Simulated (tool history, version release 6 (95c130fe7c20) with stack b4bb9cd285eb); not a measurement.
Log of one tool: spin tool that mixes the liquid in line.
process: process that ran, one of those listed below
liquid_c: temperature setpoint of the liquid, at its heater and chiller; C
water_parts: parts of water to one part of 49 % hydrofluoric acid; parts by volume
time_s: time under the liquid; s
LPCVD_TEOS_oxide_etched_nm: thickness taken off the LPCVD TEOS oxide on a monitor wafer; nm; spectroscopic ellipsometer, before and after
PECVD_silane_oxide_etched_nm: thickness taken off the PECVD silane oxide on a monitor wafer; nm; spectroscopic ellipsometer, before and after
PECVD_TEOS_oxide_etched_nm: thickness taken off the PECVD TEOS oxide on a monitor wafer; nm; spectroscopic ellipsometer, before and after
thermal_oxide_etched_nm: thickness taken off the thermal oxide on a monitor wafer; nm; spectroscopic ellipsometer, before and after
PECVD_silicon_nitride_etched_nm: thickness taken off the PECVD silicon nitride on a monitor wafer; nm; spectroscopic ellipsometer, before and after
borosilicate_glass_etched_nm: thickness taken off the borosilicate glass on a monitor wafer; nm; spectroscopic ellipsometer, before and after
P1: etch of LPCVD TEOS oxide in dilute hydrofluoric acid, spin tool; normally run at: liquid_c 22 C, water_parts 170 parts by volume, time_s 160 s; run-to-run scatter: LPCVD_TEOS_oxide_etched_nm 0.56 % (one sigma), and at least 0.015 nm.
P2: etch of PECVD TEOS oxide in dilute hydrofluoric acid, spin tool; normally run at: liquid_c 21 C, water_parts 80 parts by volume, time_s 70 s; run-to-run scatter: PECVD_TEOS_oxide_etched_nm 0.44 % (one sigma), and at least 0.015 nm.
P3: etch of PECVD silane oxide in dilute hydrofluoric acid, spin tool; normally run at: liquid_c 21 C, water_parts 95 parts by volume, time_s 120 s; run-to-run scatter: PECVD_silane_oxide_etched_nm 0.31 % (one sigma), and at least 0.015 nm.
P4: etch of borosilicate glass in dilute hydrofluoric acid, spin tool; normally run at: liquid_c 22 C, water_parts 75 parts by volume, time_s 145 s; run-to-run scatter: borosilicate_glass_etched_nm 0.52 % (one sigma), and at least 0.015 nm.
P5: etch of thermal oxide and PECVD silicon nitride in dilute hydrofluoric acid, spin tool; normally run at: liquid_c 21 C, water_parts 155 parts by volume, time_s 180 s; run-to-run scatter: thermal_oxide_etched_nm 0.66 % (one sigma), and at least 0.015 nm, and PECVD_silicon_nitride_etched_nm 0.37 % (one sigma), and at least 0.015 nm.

run   hour  process  liquid_c  water_parts  time_s  hours since the thermometer was replaced  hours since the hydrofluoric acid flow meter was replaced  LPCVD_TEOS_oxide_etched_nm  PECVD_silane_oxide_etched_nm  PECVD_TEOS_oxide_etched_nm  thermal_oxide_etched_nm  PECVD_silicon_nitride_etched_nm  borosilicate_glass_etched_nm
  1     10       P1        22          170     160                                     266.4                                                      190.8                      34.824
  2   18.1       P1        22          170     160                                     274.5                                                      198.9                      35.283
  3   33.9       P1      17.5          170     160                                     290.3                                                      214.7                      29.332
  4   47.9       P1        22          170     295                                     304.3                                                      228.7                      64.248
  5   56.4       P3        21          140     120                                     312.8                                                      237.2                                                    17.024
  6   68.7       P1      29.5          170     285                                     325.1                                                      249.5                      82.863
  7   78.6       P2        21           80     100                                       335                                                      259.4                                                                                31.674
  8   93.8       P1        22          170     160                                     350.2                                                      274.6                      35.311
  9  105.8       P1        22          105     160                                     362.2                                                      286.6                      60.783
 10  113.7       P3        21           95     120                                     370.1                                                      294.5                                                    26.431
 11  122.5       P5        21          155     180                                     378.9                                                      303.3                                                                                                         4.6542                           5.3284
 12  131.6       P5        21          155     285                                       388                                                      312.4                                                                                                         7.3616                           8.4096
 13  144.4       P4        22           75     145                                     400.8                                                      325.2                                                                                                                                                                        31.407
 14  159.9       P5        21           30     180                                     416.3                                                      340.7                                                                                                         27.327                           26.354
 15  168.9       P3        21           95     185                                     425.3                                                      349.7                                                    40.841
 16  178.2       P1        17           45     160                                     434.6                                                        359                      123.42
 17  185.5       P3        17           95     120                                     441.9                                                      366.3                                                    22.473
 18  197.4       P5        17          155     180                                     453.8                                                      378.2                                                                                                         3.9122                            4.076
 19  207.7       P2        21          110      70                                     464.1                                                      388.5                                                                                15.796
 20  220.6       P4      27.5           75     145                                       477                                                      401.4                                                                                                                                                                        39.354
 21  234.5       P5        21          155     180                                     490.9                                                      415.3                                                                                                         4.6242                           5.3433
 22  250.2       P1      25.5          170     160                                     506.6                                                        431                       40.04
 23  264.3       P2        21           80      70                                     520.7                                                      445.1                                                                                22.306
 24  275.6       P4        22           75     145                                       532                                                      456.4                                                                                                                                                                        31.739
     278.9  -- thermometer replaced
 25  290.2       P3        21           95     120                                      11.3                                                        471                                                    26.511
 26  299.5       P2        21           80      70                                      20.6                                                      480.3                                                                                 22.32
 27  311.5       P1        22          275     160                                      32.6                                                      492.3                      19.769
 28  325.4       P1        22          170      15                                      46.5                                                      506.2                      3.3144
 29  332.6       P4        22          115     145                                      53.7                                                      513.4                                                                                                                                                                        19.554
 30  346.6       P1        22          170     160                                      67.7                                                      527.4                      35.541
 31  355.8       P4        22           75      30                                      76.9                                                      536.6                                                                                                                                                                        6.5214
 32  368.2       P2        17           80      70                                      89.3                                                        549                                                                                 18.88
 33    380       P1        22          170     160                                     101.1                                                      560.8                      35.217
 34  393.8       P1        22          170     160                                     114.9                                                      574.6                      34.588
 35  406.3       P1        22          170     160                                     127.4                                                      587.1                      34.136
 36  420.9       P1        22          170     160                                       142                                                      601.7                      33.473
 37  435.1       P1        22          170     160                                     156.2                                                      615.9                       33.49
 38    448       P1        22          170     160                                     169.1                                                      628.8                      33.066
 39  455.9       P1        22          170     160                                       177                                                      636.7                      33.149
 40    469       P1        22          170     160                                     190.1                                                      649.8                      33.372
 41  478.2       P1        22          170     160                                     199.3                                                        659                      33.401
 42  487.9       P1        22          170     160                                       209                                                      668.7                      33.329

What P1 gives has crept away from where it was. These 2 causes fit the log equally well, each at the size given:
A: hydrofluoric acid flow below the setpoint (%) = 4.66
B: liquid colder than its thermometer reads (K) = 1.46
The creep began at about hour 380.

4 check runs are offered, one wafer each, their results left as question marks. Which one tells the causes apart?
check 1  497.6       P5        21          155     180                                                                                                                                                                                                                   ?                                ?
check 2  497.6       P3        21           95     120                                                                                                                                                              ?
check 3  497.6       P4        22           75     145                                                                                                                                                                                                                                                                                  ?
check 4  497.6       P2        21           80      70                                                                                                                                                                                          ?

What each check would give under each cause:
  check                           result    if A    if B
check 1          thermal_oxide_etched_nm  4.3734  4.3646
check 1  PECVD_silicon_nitride_etched_nm  5.0595  4.8105
check 2     PECVD_silane_oxide_etched_nm  25.181  25.005
check 3     borosilicate_glass_etched_nm  30.067  29.825
check 4       PECVD_TEOS_oxide_etched_nm  21.191  21.016
How far apart the two closest causes lie, in the result that separates them most: check 1 5.05 %; check 2 0.7 %; check 3 0.81 %; check 4 0.83 %
Check 1 tells the causes apart: in the others they would give nearly the same result.

Check 1 was then run and gave: thermal_oxide_etched_nm 4.3339 nm; PECVD_silicon_nitride_etched_nm 4.7956 nm. Which cause is it?

It is B: liquid colder than its thermometer reads (K).
